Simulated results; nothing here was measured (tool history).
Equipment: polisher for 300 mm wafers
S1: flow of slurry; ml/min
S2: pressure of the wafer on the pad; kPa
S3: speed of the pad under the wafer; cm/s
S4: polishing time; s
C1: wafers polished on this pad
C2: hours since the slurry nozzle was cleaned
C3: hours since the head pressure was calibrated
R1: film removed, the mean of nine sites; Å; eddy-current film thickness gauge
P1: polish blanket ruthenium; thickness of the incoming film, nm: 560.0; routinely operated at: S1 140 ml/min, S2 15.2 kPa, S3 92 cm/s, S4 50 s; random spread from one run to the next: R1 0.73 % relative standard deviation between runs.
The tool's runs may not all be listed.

run	hour	S1	S2	S3	S4	C1	C2	C3	R1
1	6.7	140	15.2	92	50	634	454.9	294.3	592.89
2	16.2	85	15.2	92	50	766	464.4	303.8	536.81
# hour 28.6: slurry nozzle cleaned
3	28.6	140	15.2	48	50	937	0.0	316.2	314.19
4	42.3	140	15.2	92	50	1127	13.7	329.9	595.64
5	53.8	140	15.2	92	78	1286	25.2	341.4	950.43
6	66.5	140	15.2	144	50	1462	37.9	354.1	937.85
7	81.1	140	20.0	92	50	1664	52.5	368.7	796.51
8	96.3	215	15.2	92	50	1874	67.7	383.9	642.65
9	108.2	140	15.2	92	50	2039	79.6	395.8	601.07
10	119.0	140	15.2	92	50	2189	90.4	406.6	602.25
11	127.3	140	15.2	92	25	2304	98.7	414.9	301.63
12	136.9	140	7.6	92	50	2437	108.3	424.5	300.40
13	145.7	200	15.2	92	34	2558	117.1	433.3	431.53
14	152.8	140	15.2	92	50	2657	124.2	440.4	606.12
15	167.9	140	15.2	92	50	2866	139.3	455.5	610.98
16	178.8	140	15.2	92	50	3017	150.2	466.4	602.15
17	190.4	140	15.2	92	50	3177	161.8	478.0	583.30
18	199.2	140	15.2	92	50	3299	170.6	486.8	575.21
19	210.2	140	15.2	92	50	3451	181.6	497.8	565.31
20	223.1	140	15.2	92	50	3630	194.5	510.7	560.58
21	238.4	140	15.2	92	50	3842	209.8	526.0	555.92
# hour 240.3: worn pad replaced by a new one
22	251.2	140	15.2	92	50	151	222.6	538.8	560.10
23	261.1	140	15.2	92	50	288	232.5	548.7	553.44
24	275.7	140	15.2	92	50	490	247.1	563.3	555.82
25	290.1	140	15.2	92	50	689	261.5	577.7	547.46

P1 no longer gives what it gave before; its output has crept away from where it was. The following 2 causes, each at its listed size, fit the log equally well:
A: slurry flow missing at the pad, % = 32
B: head's pressure below its setpoint, % = 8.12
The onset of the drift is placed at about hour 178.8.
Why every other cause is out:
removal rate lost through wear of the pad, %: serviced at hour 240.3, which brought nothing back

Of the 4 check runs below, each run on 5 wafers with the results averaged and each result still a question mark, which one would tell the listed causes apart?
check 1	304.5	140	19.3	92	28				?
check 2	304.5	140	8.3	112	50				?
check 3	304.5	140	15.2	74	27				?
check 4	304.5	215	15.2	92	76				?

Predicted outcomes, by check and by cause:
check	result	if A	if B
check 1	R1	394.13	394.17
check 2	R1	367.20	367.24
check 3	R1	240.19	240.21
check 4	R1	922.09	897.13
Per-check spread between the two closest causes, in the result where they differ most: check 1 0.01 %; check 2 0.01 %; check 3 0.01 %; check 4 2.74 %
Check 4 distinguishes between the causes, while the remaining checks would return nearly the same result for all of them.

The results of check 4 are: R1 900.50 Å. Based on these, which of the listed causes is it?

Of the candidate causes, it is B: head's pressure below its setpoint, %.

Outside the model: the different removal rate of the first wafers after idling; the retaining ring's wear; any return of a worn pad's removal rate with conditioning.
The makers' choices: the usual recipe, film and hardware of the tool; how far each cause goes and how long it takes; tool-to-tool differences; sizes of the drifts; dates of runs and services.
